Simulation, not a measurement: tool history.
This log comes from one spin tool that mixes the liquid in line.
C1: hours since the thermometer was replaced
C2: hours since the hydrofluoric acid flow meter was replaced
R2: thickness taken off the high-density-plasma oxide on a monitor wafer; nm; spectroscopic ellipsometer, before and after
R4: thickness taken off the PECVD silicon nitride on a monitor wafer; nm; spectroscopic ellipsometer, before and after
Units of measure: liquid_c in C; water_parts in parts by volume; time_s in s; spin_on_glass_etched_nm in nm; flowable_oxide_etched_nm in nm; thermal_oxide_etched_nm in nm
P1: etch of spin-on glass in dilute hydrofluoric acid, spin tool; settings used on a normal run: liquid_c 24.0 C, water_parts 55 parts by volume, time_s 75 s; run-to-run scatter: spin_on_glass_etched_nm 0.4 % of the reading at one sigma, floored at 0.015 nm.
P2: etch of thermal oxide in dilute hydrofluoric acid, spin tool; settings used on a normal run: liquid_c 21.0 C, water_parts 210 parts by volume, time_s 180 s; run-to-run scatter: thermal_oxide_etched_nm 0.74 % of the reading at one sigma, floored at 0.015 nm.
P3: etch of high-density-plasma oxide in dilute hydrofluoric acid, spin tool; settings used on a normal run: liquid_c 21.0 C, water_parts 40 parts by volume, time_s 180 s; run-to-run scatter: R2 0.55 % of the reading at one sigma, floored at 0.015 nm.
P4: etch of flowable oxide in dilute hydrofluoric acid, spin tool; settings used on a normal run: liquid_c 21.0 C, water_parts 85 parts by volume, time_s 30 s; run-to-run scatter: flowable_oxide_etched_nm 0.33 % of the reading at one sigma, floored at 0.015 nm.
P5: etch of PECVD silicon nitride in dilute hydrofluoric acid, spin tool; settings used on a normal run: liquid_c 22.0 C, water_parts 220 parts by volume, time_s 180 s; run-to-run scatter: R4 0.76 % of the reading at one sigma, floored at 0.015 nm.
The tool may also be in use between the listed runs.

Run 1, hour 10.8: process P1, liquid_c 24.0 C, water_parts 55 parts by volume, time_s 75 s; C1 659.5; C2 268.0. Result: spin_on_glass_etched_nm 36.053 nm.
Run 2, hour 27.9: process P1, liquid_c 20.0 C, water_parts 55 parts by volume, time_s 75 s; C1 676.6; C2 285.1. Result: spin_on_glass_etched_nm 30.233 nm.
Run 3, hour 41.6: process P3, liquid_c 21.0 C, water_parts 40 parts by volume, time_s 180 s; C1 690.3; C2 298.8. Result: R2 21.5180 nm.
Run 4, hour 50.0: process P1, liquid_c 24.0 C, water_parts 55 parts by volume, time_s 75 s; C1 698.7; C2 307.2. Result: spin_on_glass_etched_nm 36.026 nm.
Run 5, hour 59.3: process P1, liquid_c 24.0 C, water_parts 55 parts by volume, time_s 75 s; C1 708.0; C2 316.5. Result: spin_on_glass_etched_nm 36.168 nm.
Run 6, hour 77.1: process P4, liquid_c 17.0 C, water_parts 85 parts by volume, time_s 30 s; C1 725.8; C2 334.3. Result: flowable_oxide_etched_nm 11.2990 nm.
Run 7, hour 89.8: process P4, liquid_c 21.0 C, water_parts 150 parts by volume, time_s 30 s; C1 738.5; C2 347.0. Result: flowable_oxide_etched_nm 7.0426 nm.
Run 8, hour 106.7: process P5, liquid_c 22.0 C, water_parts 220 parts by volume, time_s 315 s; C1 755.4; C2 363.9. Result: R4 4.8820 nm.
Run 9, hour 124.8: process P2, liquid_c 21.0 C, water_parts 40 parts by volume, time_s 180 s; C1 773.5; C2 382.0. Result: thermal_oxide_etched_nm 20.8170 nm.
Run 10, hour 136.8: process P5, liquid_c 17.0 C, water_parts 220 parts by volume, time_s 180 s; C1 785.5; C2 394.0. Result: R4 2.0069 nm.
Run 11, hour 145.7: process P3, liquid_c 28.5 C, water_parts 40 parts by volume, time_s 180 s; C1 794.4; C2 402.9. Result: R2 29.2300 nm.
Run 12, hour 158.8: process P2, liquid_c 17.0 C, water_parts 210 parts by volume, time_s 180 s; C1 807.5; C2 416.0. Result: thermal_oxide_etched_nm 2.8311 nm.
Run 13, hour 173.2: process P1, liquid_c 17.5 C, water_parts 20 parts by volume, time_s 75 s; C1 821.9; C2 430.4. Result: spin_on_glass_etched_nm 79.072 nm.
Run 14, hour 188.9: process P5, liquid_c 22.0 C, water_parts 365 parts by volume, time_s 180 s; C1 837.6; C2 446.1. Result: R4 1.6978 nm.
Run 15, hour 201.9: process P3, liquid_c 21.0 C, water_parts 40 parts by volume, time_s 15 s; C1 850.6; C2 459.1. Result: R2 1.7871 nm.
Run 16, hour 216.7: process P1, liquid_c 18.0 C, water_parts 55 parts by volume, time_s 110 s; C1 865.4; C2 473.9. Result: spin_on_glass_etched_nm 41.042 nm.
Run 17, hour 230.3: process P2, liquid_c 21.0 C, water_parts 210 parts by volume, time_s 360 s; C1 879.0; C2 487.5. Result: thermal_oxide_etched_nm 6.5064 nm.
Run 18, hour 239.2: process P4, liquid_c 21.0 C, water_parts 85 parts by volume, time_s 30 s; C1 887.9; C2 496.4. Result: flowable_oxide_etched_nm 13.3900 nm.
Run 19, hour 249.7: process P2, liquid_c 21.0 C, water_parts 210 parts by volume, time_s 180 s; C1 898.4; C2 506.9. Result: thermal_oxide_etched_nm 3.2904 nm.
Run 20, hour 266.5: process P1, liquid_c 24.0 C, water_parts 55 parts by volume, time_s 140 s; C1 915.2; C2 523.7. Result: spin_on_glass_etched_nm 67.270 nm.

Forecast run 21:
Run 21, hour 280.9: process P1, liquid_c 24.0 C, water_parts 20 parts by volume, time_s 75 s; C1 929.6; C2 538.1. Result: spin_on_glass_etched_nm ?.

{"run 21": {"spin_on_glass_etched_nm": 102.97}}

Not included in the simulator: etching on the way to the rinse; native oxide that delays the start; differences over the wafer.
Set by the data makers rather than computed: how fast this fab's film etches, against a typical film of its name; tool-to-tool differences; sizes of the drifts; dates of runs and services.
